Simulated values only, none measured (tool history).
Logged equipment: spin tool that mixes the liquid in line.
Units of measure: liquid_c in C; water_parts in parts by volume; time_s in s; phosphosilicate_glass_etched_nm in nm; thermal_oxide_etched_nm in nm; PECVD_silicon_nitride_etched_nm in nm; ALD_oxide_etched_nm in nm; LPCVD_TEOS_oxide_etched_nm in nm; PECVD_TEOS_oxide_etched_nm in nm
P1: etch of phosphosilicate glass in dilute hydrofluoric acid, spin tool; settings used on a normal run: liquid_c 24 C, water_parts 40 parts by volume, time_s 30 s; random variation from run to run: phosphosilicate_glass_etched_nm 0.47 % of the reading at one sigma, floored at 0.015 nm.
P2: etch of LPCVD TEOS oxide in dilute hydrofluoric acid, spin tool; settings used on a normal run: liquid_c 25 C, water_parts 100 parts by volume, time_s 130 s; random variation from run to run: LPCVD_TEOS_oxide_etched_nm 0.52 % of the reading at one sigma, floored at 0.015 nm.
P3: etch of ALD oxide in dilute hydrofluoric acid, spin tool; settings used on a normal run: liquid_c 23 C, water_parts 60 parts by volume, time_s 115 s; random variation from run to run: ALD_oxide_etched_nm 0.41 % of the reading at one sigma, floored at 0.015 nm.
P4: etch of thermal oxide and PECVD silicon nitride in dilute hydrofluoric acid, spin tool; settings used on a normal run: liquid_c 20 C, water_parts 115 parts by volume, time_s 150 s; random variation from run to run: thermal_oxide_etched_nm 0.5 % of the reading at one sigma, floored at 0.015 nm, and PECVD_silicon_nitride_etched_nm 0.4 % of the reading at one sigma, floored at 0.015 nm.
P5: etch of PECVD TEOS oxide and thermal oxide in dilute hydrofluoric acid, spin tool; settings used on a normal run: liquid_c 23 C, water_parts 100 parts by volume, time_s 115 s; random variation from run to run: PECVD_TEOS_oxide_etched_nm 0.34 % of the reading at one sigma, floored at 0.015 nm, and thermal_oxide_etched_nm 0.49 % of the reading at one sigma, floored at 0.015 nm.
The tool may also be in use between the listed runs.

| run | hour | process | liquid_c | water_parts | time_s | hours since the thermometer was replaced | hours since the hydrofluoric acid flow meter was replaced | phosphosilicate_glass_etched_nm | thermal_oxide_etched_nm | PECVD_silicon_nitride_etched_nm | ALD_oxide_etched_nm | LPCVD_TEOS_oxide_etched_nm | PECVD_TEOS_oxide_etched_nm |
|---|---|---|---|---|---|---|---|---|---|---|---|---|---|
| 1 | 6.1 | P1 | 24 | 40 | 30 | 596.7 | 396.8 | 67.406 |  |  |  |  |  |
| 2 | 13.1 | P1 | 24 | 40 | 30 | 603.7 | 403.8 | 67.395 |  |  |  |  |  |
| 3 | 23 | P1 | 24 | 70 | 30 | 613.6 | 413.7 | 36.682 |  |  |  |  |  |
| 4 | 29.3 | P4 | 20 | 115 | 150 | 619.9 | 420 |  | 5.4665 | 5.4627 |  |  |  |
| 5 | 35.2 | P1 | 17 | 40 | 50 | 625.8 | 425.9 | 82.133 |  |  |  |  |  |
| 6 | 44.5 | P3 | 23 | 60 | 115 | 635.1 | 435.2 |  |  |  | 26.238 |  |  |
| 7 | 50.8 | P1 | 28.5 | 40 | 30 | 641.4 | 441.5 | 80.284 |  |  |  |  |  |
| 8 | 60 | P4 | 20 | 205 | 150 | 650.6 | 450.7 |  | 2.7667 | 3.1497 |  |  |  |
| 9 | 69.1 | P1 | 24 | 40 | 15 | 659.7 | 459.8 | 33.532 |  |  |  |  |  |
| 10 | 77 | P2 | 25 | 100 | 130 | 667.6 | 467.7 |  |  |  |  | 49.794 |  |
| 11 | 85 | P3 | 23 | 20 | 115 | 675.6 | 475.7 |  |  |  | 82.926 |  |  |
| 12 | 94 | P1 | 24 | 60 | 60 | 684.6 | 484.7 | 87.258 |  |  |  |  |  |
| 13 | 100.9 | P2 | 25 | 100 | 215 | 691.5 | 491.6 |  |  |  |  | 83.146 |  |
| 14 | 106.2 | P4 | 20 | 115 | 25 | 696.8 | 496.9 |  | 0.90925 | 0.92635 |  |  |  |
| 15 | 115.7 | P5 | 23 | 100 | 115 | 706.3 | 506.4 |  | 5.2935 |  |  |  | 17.697 |
| 16 | 121.1 | P3 | 30.5 | 60 | 115 | 711.7 | 511.8 |  |  |  | 35.203 |  |  |
| 17 | 127.4 | P1 | 24 | 40 | 30 | 718 | 518.1 | 67.417 |  |  |  |  |  |
| 18 | 134.1 | P5 | 23 | 100 | 20 | 724.7 | 524.8 |  | 0.93913 |  |  |  | 3.0906 |
| 19 | 140.6 | P5 | 23 | 100 | 115 | 731.2 | 531.3 |  | 5.3116 |  |  |  | 17.622 |
| 20 | 150.5 | P2 | 18.5 | 100 | 130 | 741.1 | 541.2 |  |  |  |  | 38.196 |  |
| 21 | 156.2 | P1 | 24 | 40 | 50 | 746.8 | 546.9 | 110.58 |  |  |  |  |  |
| 22 | 163.1 | P3 | 23 | 60 | 115 | 753.7 | 553.8 |  |  |  | 26.196 |  |  |
| 23 | 171.4 | P2 | 25 | 35 | 130 | 762 | 562.1 |  |  |  |  | 155.35 |  |
| 24 | 181.1 | P1 | 24 | 40 | 30 | 771.7 | 571.8 | 66.493 |  |  |  |  |  |

Estimate the outcome of run 25 from the log above:
| 25 | 193.1 | P3 | 23 | 60 | 55 | 783.7 | 583.8 |  |  |  | ? |  |  |

{"run 25": {"ALD_oxide_etched_nm": 12.561}}
